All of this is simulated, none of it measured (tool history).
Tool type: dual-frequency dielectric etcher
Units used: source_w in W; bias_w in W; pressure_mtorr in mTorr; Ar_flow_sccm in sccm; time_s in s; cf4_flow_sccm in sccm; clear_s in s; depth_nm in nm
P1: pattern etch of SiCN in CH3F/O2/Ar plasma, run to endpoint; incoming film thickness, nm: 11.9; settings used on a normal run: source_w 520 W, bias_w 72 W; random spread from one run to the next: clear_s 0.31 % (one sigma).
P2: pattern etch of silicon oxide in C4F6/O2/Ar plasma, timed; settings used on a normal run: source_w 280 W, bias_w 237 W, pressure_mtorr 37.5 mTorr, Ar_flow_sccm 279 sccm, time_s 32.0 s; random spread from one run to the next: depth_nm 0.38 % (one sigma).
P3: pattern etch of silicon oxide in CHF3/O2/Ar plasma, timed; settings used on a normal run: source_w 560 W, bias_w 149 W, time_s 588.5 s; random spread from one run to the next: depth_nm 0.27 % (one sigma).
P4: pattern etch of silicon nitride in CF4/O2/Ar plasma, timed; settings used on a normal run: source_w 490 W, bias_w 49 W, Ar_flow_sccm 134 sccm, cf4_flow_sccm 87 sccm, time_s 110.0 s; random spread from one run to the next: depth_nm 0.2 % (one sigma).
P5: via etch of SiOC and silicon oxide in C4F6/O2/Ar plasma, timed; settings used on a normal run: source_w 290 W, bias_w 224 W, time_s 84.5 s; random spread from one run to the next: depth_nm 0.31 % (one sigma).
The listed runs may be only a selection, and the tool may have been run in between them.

Run 1, day 0.358: process P1, source_w 520 W, bias_w 72 W. Result: clear_s 28.349 s.
Run 2, day 0.654: process P1, source_w 520 W, bias_w 57 W. Result: clear_s 30.710 s.
Run 3, day 0.896: process P2, source_w 370 W, bias_w 237 W, pressure_mtorr 37.5 mTorr, Ar_flow_sccm 279 sccm, time_s 32.0 s. Result: depth_nm 103.250 nm.
Run 4, day 1.262: process P4, source_w 490 W, bias_w 49 W, Ar_flow_sccm 134 sccm, time_s 110.0 s, cf4_flow_sccm 114 sccm. Result: depth_nm 202.500 nm.
Run 5, day 1.729: process P1, source_w 520 W, bias_w 72 W. Result: clear_s 28.358 s.
Run 6, day 1.942: process P4, source_w 490 W, bias_w 49 W, Ar_flow_sccm 165 sccm, time_s 110.0 s, cf4_flow_sccm 87 sccm. Result: depth_nm 189.910 nm.
Run 7, day 2.271: process P2, source_w 280 W, bias_w 237 W, pressure_mtorr 37.5 mTorr, Ar_flow_sccm 279 sccm, time_s 43.0 s. Result: depth_nm 125.470 nm.
Run 8, day 2.583: process P2, source_w 280 W, bias_w 237 W, pressure_mtorr 48.5 mTorr, Ar_flow_sccm 279 sccm, time_s 32.0 s. Result: depth_nm 90.980 nm.
Run 9, day 2.975: process P5, source_w 290 W, bias_w 164 W, time_s 84.5 s. Result: depth_nm 83.370 nm.
Run 10, day 3.229: process P1, source_w 520 W, bias_w 86 W. Result: clear_s 26.574 s.
Run 11, day 3.525: process P4, source_w 490 W, bias_w 49 W, Ar_flow_sccm 134 sccm, time_s 110.0 s, cf4_flow_sccm 87 sccm. Result: depth_nm 194.990 nm.
Run 12, day 3.750: process P3, source_w 560 W, bias_w 149 W, time_s 588.5 s. Result: depth_nm 1062.800 nm.
At day 4.150: bias power generator calibrated.
Run 13, day 4.212: process P2, source_w 280 W, bias_w 237 W, pressure_mtorr 37.5 mTorr, Ar_flow_sccm 374 sccm, time_s 32.0 s. Result: depth_nm 90.519 nm.
Run 14, day 4.571: process P4, source_w 490 W, bias_w 49 W, Ar_flow_sccm 134 sccm, time_s 146.5 s, cf4_flow_sccm 87 sccm. Result: depth_nm 260.370 nm.
Run 15, day 4.846: process P1, source_w 650 W, bias_w 53 W. Result: clear_s 28.774 s.
Run 16, day 5.104: process P5, source_w 290 W, bias_w 224 W, time_s 84.5 s. Result: depth_nm 92.532 nm.
Run 17, day 5.438: process P5, source_w 210 W, bias_w 224 W, time_s 84.5 s. Result: depth_nm 81.744 nm.
Run 18, day 5.704: process P3, source_w 560 W, bias_w 203 W, time_s 588.5 s. Result: depth_nm 1182.400 nm.
Run 19, day 5.908: process P1, source_w 520 W, bias_w 72 W. Result: clear_s 28.368 s.
Run 20, day 6.325: process P5, source_w 290 W, bias_w 224 W, time_s 84.5 s. Result: depth_nm 93.179 nm.
Run 21, day 6.742: process P3, source_w 560 W, bias_w 149 W, time_s 588.5 s. Result: depth_nm 1070.100 nm.
Run 22, day 7.208: process P3, source_w 780 W, bias_w 149 W, time_s 588.5 s. Result: depth_nm 1210.700 nm.
Run 23, day 7.471: process P1, source_w 330 W, bias_w 72 W. Result: clear_s 33.930 s.

Expected results for the next run?
Run 24, day 7.783: process P3, source_w 560 W, bias_w 149 W, time_s 417.0 s. Result: depth_nm ?.

Run 24 measured depth_nm 754.950 nm.

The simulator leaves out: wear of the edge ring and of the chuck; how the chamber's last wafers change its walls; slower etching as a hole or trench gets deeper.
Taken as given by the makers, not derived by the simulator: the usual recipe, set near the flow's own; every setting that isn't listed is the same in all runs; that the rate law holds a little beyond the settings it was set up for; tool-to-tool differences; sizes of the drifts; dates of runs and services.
